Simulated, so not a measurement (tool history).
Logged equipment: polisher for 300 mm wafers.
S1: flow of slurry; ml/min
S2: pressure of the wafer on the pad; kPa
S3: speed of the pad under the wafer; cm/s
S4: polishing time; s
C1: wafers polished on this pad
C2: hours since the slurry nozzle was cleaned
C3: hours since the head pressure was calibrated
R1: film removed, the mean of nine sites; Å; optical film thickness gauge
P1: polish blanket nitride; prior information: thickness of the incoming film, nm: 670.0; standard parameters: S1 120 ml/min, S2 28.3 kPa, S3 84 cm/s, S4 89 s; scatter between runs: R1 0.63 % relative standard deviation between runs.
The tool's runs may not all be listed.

run,hour,S1,S2,S3,S4,C1,C2,C3,R1
1,6.8,120,28.3,84,89,444,83.5,229.9,1773.30
2,12.8,120,28.3,126,89,511,89.5,235.9,2445.70
3,18.6,120,13.1,84,89,576,95.3,241.7,832.81
4,24.7,155,40.7,84,89,644,101.4,247.8,2696.50
5,32.1,120,28.3,84,89,727,108.8,255.2,1774.80
6,41.8,70,28.3,84,89,835,118.5,264.9,1551.70
7,48.4,120,42.1,84,44,909,125.1,271.5,1308.00
8,57.6,175,28.3,84,89,1011,134.3,280.7,1897.00
9,64.8,120,28.3,84,89,1092,141.5,287.9,1797.40
10,72.0,120,28.3,50,89,1172,148.7,295.1,1172.90
11,78.4,120,40.0,84,89,1243,155.1,301.5,2513.70
12,83.3,120,28.3,84,89,1298,160.0,306.4,1793.60
13,89.4,120,28.3,84,128,1366,166.1,312.5,2574.90
14,96.7,120,28.3,84,66,1448,173.4,319.8,1332.20
15,102.4,120,28.3,84,89,1511,179.1,325.5,1783.50
16,112.4,120,28.3,84,89,1623,189.1,335.5,1725.60
17,117.0,120,28.3,84,89,1674,193.7,340.1,1698.30
18,121.6,120,28.3,84,89,1725,198.3,344.7,1680.90
# hour 122.9: worn pad replaced by a new one
19,128.0,120,28.3,84,89,57,204.7,351.1,1651.80
20,133.0,120,28.3,84,89,113,209.7,356.1,1645.40

What will run 21 give?
21,141.0,120,28.3,84,89,202,217.7,364.1,?

Run 21 gave R1 1647.70 Å.
